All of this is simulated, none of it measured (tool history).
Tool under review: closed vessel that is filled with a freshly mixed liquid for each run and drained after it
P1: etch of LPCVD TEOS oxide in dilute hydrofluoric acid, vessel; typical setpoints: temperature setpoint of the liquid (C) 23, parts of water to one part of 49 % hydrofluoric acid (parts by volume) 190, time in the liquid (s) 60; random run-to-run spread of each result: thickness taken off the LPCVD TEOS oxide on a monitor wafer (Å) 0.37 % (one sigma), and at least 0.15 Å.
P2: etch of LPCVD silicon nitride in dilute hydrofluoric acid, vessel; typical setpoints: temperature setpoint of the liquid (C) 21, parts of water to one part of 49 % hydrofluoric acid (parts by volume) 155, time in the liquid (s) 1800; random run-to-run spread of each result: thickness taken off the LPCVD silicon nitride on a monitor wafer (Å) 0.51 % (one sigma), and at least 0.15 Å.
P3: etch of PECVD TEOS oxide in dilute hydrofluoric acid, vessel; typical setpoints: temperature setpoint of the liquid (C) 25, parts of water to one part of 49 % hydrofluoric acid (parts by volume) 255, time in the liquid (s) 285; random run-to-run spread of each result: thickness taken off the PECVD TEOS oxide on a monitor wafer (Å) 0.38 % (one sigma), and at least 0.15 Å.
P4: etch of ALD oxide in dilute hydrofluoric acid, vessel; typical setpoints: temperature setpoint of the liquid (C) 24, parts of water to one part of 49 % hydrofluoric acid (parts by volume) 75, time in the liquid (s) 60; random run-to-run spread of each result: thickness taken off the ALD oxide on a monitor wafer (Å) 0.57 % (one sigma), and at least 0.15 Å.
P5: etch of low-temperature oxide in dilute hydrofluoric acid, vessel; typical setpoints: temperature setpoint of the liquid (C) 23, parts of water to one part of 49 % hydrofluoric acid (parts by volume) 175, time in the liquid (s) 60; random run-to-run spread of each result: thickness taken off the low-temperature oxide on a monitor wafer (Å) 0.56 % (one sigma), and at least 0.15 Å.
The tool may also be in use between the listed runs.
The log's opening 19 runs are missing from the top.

| run | hour | process that ran | temperature setpoint of the liquid (C) | parts of water to one part of 49 % hydrofluoric acid (parts by volume) | time in the liquid (s) | hours since the thermometer was replaced | hours since the hydrofluoric acid flow meter was replaced | thickness taken off the LPCVD TEOS oxide on a monitor wafer (Å) | thickness taken off the low-temperature oxide on a monitor wafer (Å) | thickness taken off the PECVD TEOS oxide on a monitor wafer (Å) | thickness taken off the ALD oxide on a monitor wafer (Å) | thickness taken off the LPCVD silicon nitride on a monitor wafer (Å) |
|---|---|---|---|---|---|---|---|---|---|---|---|---|
| 20 | 237.5 | P5 | 23 | 175 | 60 | 1157.4 | 1003.4 |  | 104.19 |  |  |  |
| 21 | 246.9 | P3 | 25 | 255 | 95 | 1166.8 | 1012.8 |  |  | 86.979 |  |  |
| 22 | 256.6 | P5 | 23 | 175 | 60 | 1176.5 | 1022.5 |  | 104.41 |  |  |  |
| 23 | 266.9 | P3 | 25 | 255 | 285 | 1186.8 | 1032.8 |  |  | 260.95 |  |  |
| 24 | 276 | P2 | 29 | 155 | 1800 | 1195.9 | 1041.9 |  |  |  |  | 81.854 |
| 25 | 289.8 | P1 | 23 | 265 | 60 | 1209.7 | 1055.7 | 75.984 |  |  |  |  |
| 26 | 305.5 | P2 | 21 | 155 | 1800 | 1225.4 | 1071.4 |  |  |  |  | 49.146 |
| 27 | 316.2 | P1 | 17 | 190 | 60 | 1236.1 | 1082.1 | 91.383 |  |  |  |  |

The next listed run, before its measurement:
| 28 | 324.9 | P1 | 23 | 190 | 60 | 1244.8 | 1090.8 | ? |  |  |  |  |

Logged for run 28: thickness taken off the LPCVD TEOS oxide on a monitor wafer (Å) 115.41.

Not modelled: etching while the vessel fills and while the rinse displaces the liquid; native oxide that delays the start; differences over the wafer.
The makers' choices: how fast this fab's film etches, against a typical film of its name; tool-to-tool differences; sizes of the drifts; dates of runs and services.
